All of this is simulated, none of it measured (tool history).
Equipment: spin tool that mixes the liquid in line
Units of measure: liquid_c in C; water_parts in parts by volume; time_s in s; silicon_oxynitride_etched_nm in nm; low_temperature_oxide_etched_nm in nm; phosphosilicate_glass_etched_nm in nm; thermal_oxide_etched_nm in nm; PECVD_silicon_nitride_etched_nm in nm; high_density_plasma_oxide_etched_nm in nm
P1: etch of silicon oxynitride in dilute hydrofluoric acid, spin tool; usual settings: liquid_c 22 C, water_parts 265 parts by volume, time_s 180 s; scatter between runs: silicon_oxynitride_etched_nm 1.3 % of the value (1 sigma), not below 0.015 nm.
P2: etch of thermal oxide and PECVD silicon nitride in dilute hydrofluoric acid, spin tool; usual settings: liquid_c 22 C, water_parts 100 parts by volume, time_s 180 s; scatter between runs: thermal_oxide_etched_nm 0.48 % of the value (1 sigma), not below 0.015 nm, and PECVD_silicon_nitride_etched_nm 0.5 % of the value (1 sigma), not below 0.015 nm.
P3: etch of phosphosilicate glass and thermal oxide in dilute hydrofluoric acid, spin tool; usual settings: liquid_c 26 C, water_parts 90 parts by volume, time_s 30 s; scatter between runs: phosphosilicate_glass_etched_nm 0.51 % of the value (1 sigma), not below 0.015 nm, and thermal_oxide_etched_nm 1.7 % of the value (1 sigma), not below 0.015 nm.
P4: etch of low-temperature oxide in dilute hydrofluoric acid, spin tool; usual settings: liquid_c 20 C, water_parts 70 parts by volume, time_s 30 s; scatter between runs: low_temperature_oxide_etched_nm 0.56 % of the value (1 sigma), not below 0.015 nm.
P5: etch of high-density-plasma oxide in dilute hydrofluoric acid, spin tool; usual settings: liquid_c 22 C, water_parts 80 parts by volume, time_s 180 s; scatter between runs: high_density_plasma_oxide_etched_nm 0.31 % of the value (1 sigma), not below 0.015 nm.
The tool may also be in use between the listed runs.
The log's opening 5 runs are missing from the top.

run	hour	process	liquid_c	water_parts	time_s	hours since the thermometer was replaced	hours since the hydrofluoric acid flow meter was replaced	silicon_oxynitride_etched_nm	low_temperature_oxide_etched_nm	phosphosilicate_glass_etched_nm	thermal_oxide_etched_nm	PECVD_silicon_nitride_etched_nm	high_density_plasma_oxide_etched_nm
6	45.3	P1	18	265	180	155.9	827	1.6151					
7	53.7	P2	22	170	180	164.3	835.4				4.2896	2.6291	
8	62.4	P1	30.5	265	180	173	844.1	2.8412					
9	71.8	P5	22	80	75	182.4	853.5						5.2772
10	77.1	P2	22	100	335	187.7	858.8				14.854	8.2607	
11	86.7	P2	22	100	180	197.3	868.4				7.893	4.5197	
12	96.7	P1	22	425	180	207.3	878.4	1.1053					
13	101.7	P2	22	100	180	212.3	883.4				7.9232	4.4337	
14	108.3	P1	18	265	70	218.9	890	0.63682					
15	115.4	P1	22	265	180	226	897.1	1.9371					
16	120.4	P3	26	90	30	231	902.1			37.075	1.6567		
17	130.1	P1	22	265	315	240.7	911.8	3.4383					
18	135.9	P1	28.5	180	180	246.5	917.6	4.0989					
19	140.7	P1	22	405	345	251.3	922.4	2.2804					
20	150.6	P3	26	90	30	261.2	932.3			37.039	1.5979		
21	157.4	P4	20	100	30	268	939.1		4.8477				
22	166	P2	29.5	100	180	276.6	947.7				10.621	7.2455	
23	175.6	P1	22	265	30	286.2	957.3	0.33735					
24	181.6	P4	20	70	55	292.2	963.3		13.078				

Run 25 is up next; what results do you expect?
25	187.8	P5	28	80	180	298.4	969.5						?

Run 25 came out at high_density_plasma_oxide_etched_nm 16.079 nm.
